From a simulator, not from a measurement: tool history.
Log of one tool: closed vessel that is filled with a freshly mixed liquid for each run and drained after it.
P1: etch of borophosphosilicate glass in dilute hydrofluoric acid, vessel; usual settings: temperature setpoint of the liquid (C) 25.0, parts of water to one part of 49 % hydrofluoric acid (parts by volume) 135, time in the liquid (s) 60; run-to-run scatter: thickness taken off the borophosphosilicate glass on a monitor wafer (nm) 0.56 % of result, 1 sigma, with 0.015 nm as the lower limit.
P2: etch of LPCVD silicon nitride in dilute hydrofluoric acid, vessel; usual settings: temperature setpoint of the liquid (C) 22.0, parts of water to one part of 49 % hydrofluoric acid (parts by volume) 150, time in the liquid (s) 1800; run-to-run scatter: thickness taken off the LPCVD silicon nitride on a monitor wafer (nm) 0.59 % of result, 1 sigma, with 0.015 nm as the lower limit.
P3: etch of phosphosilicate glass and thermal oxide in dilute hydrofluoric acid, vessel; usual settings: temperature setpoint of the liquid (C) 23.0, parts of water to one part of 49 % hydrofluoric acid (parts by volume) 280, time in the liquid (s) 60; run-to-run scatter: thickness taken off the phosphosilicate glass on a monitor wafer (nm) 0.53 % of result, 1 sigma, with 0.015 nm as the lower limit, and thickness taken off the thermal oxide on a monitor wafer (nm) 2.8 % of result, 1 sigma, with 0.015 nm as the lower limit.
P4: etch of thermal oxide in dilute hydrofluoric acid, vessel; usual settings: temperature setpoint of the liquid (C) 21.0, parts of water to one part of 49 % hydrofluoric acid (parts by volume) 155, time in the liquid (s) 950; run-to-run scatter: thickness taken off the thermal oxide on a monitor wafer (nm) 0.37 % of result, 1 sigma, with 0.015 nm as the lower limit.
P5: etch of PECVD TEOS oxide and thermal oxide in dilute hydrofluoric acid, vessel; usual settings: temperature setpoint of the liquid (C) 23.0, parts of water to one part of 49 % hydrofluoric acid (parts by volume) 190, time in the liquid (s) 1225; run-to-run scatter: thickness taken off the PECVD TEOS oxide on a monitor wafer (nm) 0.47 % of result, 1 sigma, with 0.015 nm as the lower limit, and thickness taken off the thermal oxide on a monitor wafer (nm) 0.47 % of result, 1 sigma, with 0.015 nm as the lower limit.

| run | day | process that ran | temperature setpoint of the liquid (C) | parts of water to one part of 49 % hydrofluoric acid (parts by volume) | time in the liquid (s) | hours since the thermometer was replaced | hours since the hydrofluoric acid flow meter was replaced | thickness taken off the borophosphosilicate glass on a monitor wafer (nm) | thickness taken off the PECVD TEOS oxide on a monitor wafer (nm) | thickness taken off the thermal oxide on a monitor wafer (nm) | thickness taken off the phosphosilicate glass on a monitor wafer (nm) | thickness taken off the LPCVD silicon nitride on a monitor wafer (nm) |
|---|---|---|---|---|---|---|---|---|---|---|---|---|
| 1 | 0.733 | P1 | 25.0 | 135 | 60 | 450.6 | 1565.8 | 28.700 |  |  |  |  |
| 2 | 1.454 | P5 | 23.0 | 190 | 1225 | 467.9 | 1583.1 |  | 47.889 | 27.02800 |  |  |
| 3 | 2.100 | P1 | 25.0 | 135 | 60 | 483.4 | 1598.6 | 28.892 |  |  |  |  |
| 4 | 2.758 | P4 | 21.0 | 155 | 950 | 499.2 | 1614.4 |  |  | 23.74600 |  |  |
| 5 | 3.504 | P4 | 21.0 | 215 | 950 | 517.1 | 1632.3 |  |  | 16.00600 |  |  |
| 6 | 4.192 | P3 | 29.5 | 280 | 60 | 533.6 | 1648.8 |  |  | 0.98918 | 32.144 |  |
| 7 | 4.838 | P1 | 25.0 | 235 | 60 | 549.1 | 1664.3 | 14.670 |  |  |  |  |
| 8 | 5.217 | P5 | 23.0 | 290 | 1225 | 558.2 | 1673.4 |  | 28.533 | 16.20700 |  |  |
| 9 | 5.617 | P1 | 29.0 | 60 | 60 | 567.8 | 1683.0 | 82.310 |  |  |  |  |
| 10 | 6.258 | P1 | 25.0 | 135 | 60 | 583.2 | 1698.4 | 28.709 |  |  |  |  |
| 11 | 6.646 | P1 | 25.0 | 135 | 110 | 592.5 | 1707.7 | 52.548 |  |  |  |  |
| 12 | 7.129 | P4 | 17.0 | 155 | 950 | 604.1 | 1719.3 |  |  | 20.06400 |  |  |
| 13 | 7.654 | P5 | 17.0 | 190 | 1225 | 616.7 | 1731.9 |  | 37.857 | 21.65800 |  |  |
| 14 | 8.342 | P1 | 33.5 | 135 | 60 | 633.2 | 1748.4 | 39.312 |  |  |  |  |
| 15 | 8.800 | P2 | 22.0 | 30 | 1800 | 644.2 | 1759.4 |  |  |  |  | 22.8310 |
| 16 | 9.379 | P1 | 25.0 | 135 | 60 | 658.1 | 1773.3 | 28.878 |  |  |  |  |
| 17 | 9.938 | P2 | 22.0 | 150 | 1800 | 671.5 | 1786.7 |  |  |  |  | 4.6980 |
| 18 | 10.550 | P4 | 21.0 | 155 | 950 | 686.2 | 1801.4 |  |  | 23.61800 |  |  |
| 19 | 11.046 | P3 | 23.0 | 280 | 60 | 698.1 | 1813.3 |  |  | 0.86853 | 25.834 |  |
| 20 | 11.808 | P1 | 25.0 | 135 | 30 | 716.4 | 1831.6 | 14.400 |  |  |  |  |
| 21 | 12.312 | P5 | 23.0 | 190 | 1225 | 728.5 | 1843.7 |  | 48.171 | 27.14500 |  |  |
| 22 | 13.042 | P4 | 21.0 | 155 | 390 | 746.0 | 1861.2 |  |  | 9.60690 |  |  |
| 23 | 13.800 | P1 | 25.0 | 135 | 60 | 764.2 | 1879.4 | 28.575 |  |  |  |  |
| 24 | 14.329 | P3 | 23.0 | 280 | 30 | 776.9 | 1892.1 |  |  | 0.40358 | 12.939 |  |
| 25 | 14.692 | P2 | 17.0 | 150 | 1800 | 785.6 | 1900.8 |  |  |  |  | 3.3728 |
| 26 | 15.258 | P1 | 19.0 | 135 | 60 | 799.2 | 1914.4 | 22.778 |  |  |  |  |
| 27 | 15.838 | P5 | 23.0 | 190 | 2175 | 813.1 | 1928.3 |  | 84.636 | 48.19900 |  |  |
| 28 | 16.383 | P2 | 22.0 | 150 | 620 | 826.2 | 1941.4 |  |  |  |  | 1.6115 |
| 29 | 16.967 | P3 | 23.0 | 465 | 60 | 840.2 | 1955.4 |  |  | 0.38632 | 13.340 |  |
| 30 | 17.662 | P1 | 25.0 | 35 | 60 | 856.9 | 1972.1 | 124.970 |  |  |  |  |
| 31 | 18.062 | P1 | 25.0 | 135 | 60 | 866.5 | 1981.7 | 28.678 |  |  |  |  |
| 32 | 18.454 | P3 | 23.0 | 280 | 60 | 875.9 | 1991.1 |  |  | 0.80808 | 26.060 |  |
| 33 | 19.029 | P1 | 25.0 | 135 | 60 | 889.7 | 2004.9 | 28.887 |  |  |  |  |
| 34 | 19.675 | P1 | 25.0 | 135 | 60 | 905.2 | 2020.4 | 29.493 |  |  |  |  |
| 35 | 20.321 | P1 | 25.0 | 135 | 60 | 920.7 | 2035.9 | 29.465 |  |  |  |  |
| 36 | 20.833 | P1 | 25.0 | 135 | 60 | 933.0 | 2048.2 | 29.930 |  |  |  |  |
| 37 | 21.296 | P1 | 25.0 | 135 | 60 | 944.1 | 2059.3 | 30.320 |  |  |  |  |
| 38 | 21.925 | P1 | 25.0 | 135 | 60 | 959.2 | 2074.4 | 30.267 |  |  |  |  |
| 39 | 22.700 | P1 | 25.0 | 135 | 60 | 977.8 | 2093.0 | 30.380 |  |  |  |  |
| 40 | 23.125 | P1 | 25.0 | 135 | 60 | 988.0 | 2103.2 | 30.382 |  |  |  |  |
| 41 | 23.571 | P1 | 25.0 | 135 | 60 | 998.7 | 2113.9 | 30.476 |  |  |  |  |
| 42 | 24.350 | P1 | 25.0 | 135 | 60 | 1017.4 | 2132.6 | 30.250 |  |  |  |  |
| 43 | 24.696 | P1 | 25.0 | 135 | 60 | 1025.7 | 2140.9 | 30.226 |  |  |  |  |

What P1 gives has crept away from where it was. These 2 causes fit the log equally well, each at the size given:
A: liquid hotter than its thermometer reads (K) = 1.68
B: hydrofluoric acid flow above the setpoint (%) = 5.64
The drift started at roughly day 19.029.

Consider the 4 single-wafer check runs listed below, results given as question marks: which one distinguishes between the causes by giving clearly different results for each?
| check 1 | 25.042 | P5 | 23.0 | 190 | 1225 |  |  |  | ? | ? |  |  |
| check 2 | 25.042 | P3 | 23.0 | 280 | 60 |  |  |  |  | ? | ? |  |
| check 3 | 25.042 | P4 | 21.0 | 155 | 950 |  |  |  |  | ? |  |  |
| check 4 | 25.042 | P2 | 22.0 | 150 | 1800 |  |  |  |  |  |  | ? |

Check results expected under each cause:
| check | result | if A | if B |
|---|---|---|---|
| check 1 | thickness taken off the PECVD TEOS oxide on a monitor wafer (nm) | 50.931 | 51.088 |
| check 1 | thickness taken off the thermal oxide on a monitor wafer (nm) | 28.90800 | 28.99700 |
| check 2 | thickness taken off the thermal oxide on a monitor wafer (nm) | 0.85850 | 0.86740 |
| check 2 | thickness taken off the phosphosilicate glass on a monitor wafer (nm) | 27.549 | 27.834 |
| check 3 | thickness taken off the thermal oxide on a monitor wafer (nm) | 25.25100 | 25.20800 |
| check 4 | thickness taken off the LPCVD silicon nitride on a monitor wafer (nm) | 5.2949 | 5.0085 |
How far apart the two closest causes lie, in the result that separates them most: check 1 0.31 %; check 2 1.03 %; check 3 0.17 %; check 4 5.56 %
Of the check runs offered, only check 4 discriminates between the causes; the rest would read about the same regardless of which cause applies.

After running check 4, the following was obtained: thickness taken off the LPCVD silicon nitride on a monitor wafer (nm) 5.3195. Which cause does this point to?

The cause is A: liquid hotter than its thermometer reads (K).
